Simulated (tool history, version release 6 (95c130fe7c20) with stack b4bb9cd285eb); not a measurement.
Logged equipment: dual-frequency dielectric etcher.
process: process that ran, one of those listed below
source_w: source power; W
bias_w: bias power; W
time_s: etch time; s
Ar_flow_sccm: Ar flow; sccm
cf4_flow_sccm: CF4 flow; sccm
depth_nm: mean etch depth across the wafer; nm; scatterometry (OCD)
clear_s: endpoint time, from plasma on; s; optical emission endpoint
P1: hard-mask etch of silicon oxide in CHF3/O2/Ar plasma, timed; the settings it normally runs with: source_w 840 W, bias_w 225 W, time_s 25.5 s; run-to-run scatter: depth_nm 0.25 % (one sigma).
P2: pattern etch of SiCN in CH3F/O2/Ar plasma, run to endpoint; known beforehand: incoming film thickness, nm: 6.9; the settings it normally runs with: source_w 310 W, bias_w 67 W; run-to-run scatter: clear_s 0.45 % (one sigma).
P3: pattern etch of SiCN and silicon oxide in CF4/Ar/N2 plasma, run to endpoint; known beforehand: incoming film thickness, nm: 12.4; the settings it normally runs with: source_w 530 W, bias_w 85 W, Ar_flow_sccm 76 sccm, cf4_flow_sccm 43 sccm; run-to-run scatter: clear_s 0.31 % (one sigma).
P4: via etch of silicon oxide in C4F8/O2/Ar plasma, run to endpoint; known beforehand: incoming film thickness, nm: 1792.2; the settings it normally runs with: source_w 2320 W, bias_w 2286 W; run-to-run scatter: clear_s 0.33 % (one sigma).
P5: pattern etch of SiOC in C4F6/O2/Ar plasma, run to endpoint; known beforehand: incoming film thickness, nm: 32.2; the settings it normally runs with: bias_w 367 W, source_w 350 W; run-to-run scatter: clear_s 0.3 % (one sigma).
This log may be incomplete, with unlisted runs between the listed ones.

run,hour,process,source_w,bias_w,time_s,Ar_flow_sccm,cf4_flow_sccm,depth_nm,clear_s
1,9.6,P1,840,225,25.5,,,61.525,
2,18.7,P2,180,67,,,,,25.444
3,31.9,P5,350,253,,,,,14.493
4,46.1,P2,310,92,,,,,18.379
5,54.9,P2,310,67,,,,,20.695
6,66.5,P4,2320,2286,,,,,325.62
7,81.2,P3,530,85,,94,43,,12.451
8,96,P1,840,175,25.5,,,56.426,
9,105.3,P4,1610,2286,,,,,373.64
# hour 115.5: bias power generator calibrated
10,116.9,P5,240,367,,,,,14.675
11,129.4,P1,520,263,25.5,,,54.11,
12,141.2,P3,530,85,,76,43,,12.111
13,149.3,P1,1140,225,25.5,,,69.217,
14,161.7,P1,530,225,25.5,,,51.496,
15,176.4,P4,2320,1580,,,,,358.62
16,188.2,P1,840,272,25.5,,,65.783,
17,198.9,P1,840,225,25.5,,,61.85,
18,210.4,P1,840,168,34.5,,,75.807,
19,224.3,P5,350,367,,,,,12.791
20,233.7,P3,530,85,,76,43,,12.024
21,242.1,P1,840,225,25.5,,,61.628,
22,253.8,P4,2320,2286,,,,,325.42
23,265.8,P1,840,225,25.5,,,61.477,
24,273.7,P1,840,225,32.5,,,78.46,
25,284.6,P3,530,59,,76,43,,13.765
26,297,P3,690,85,,76,43,,9.5294
27,304.6,P3,530,85,,76,55,,11.576
28,311.8,P1,840,225,15.5,,,37.568,
29,320.3,P1,840,225,25.5,,,61.583,
30,328.1,P1,840,225,25.5,,,61.9,
31,343,P1,840,225,25.5,,,61.922,
32,349.4,P1,840,225,25.5,,,62.375,

Run 33 is up next; what results do you expect?
33,357.1,P1,840,225,25.5,,,?,

{"run 33": {"depth_nm": 62.331}}
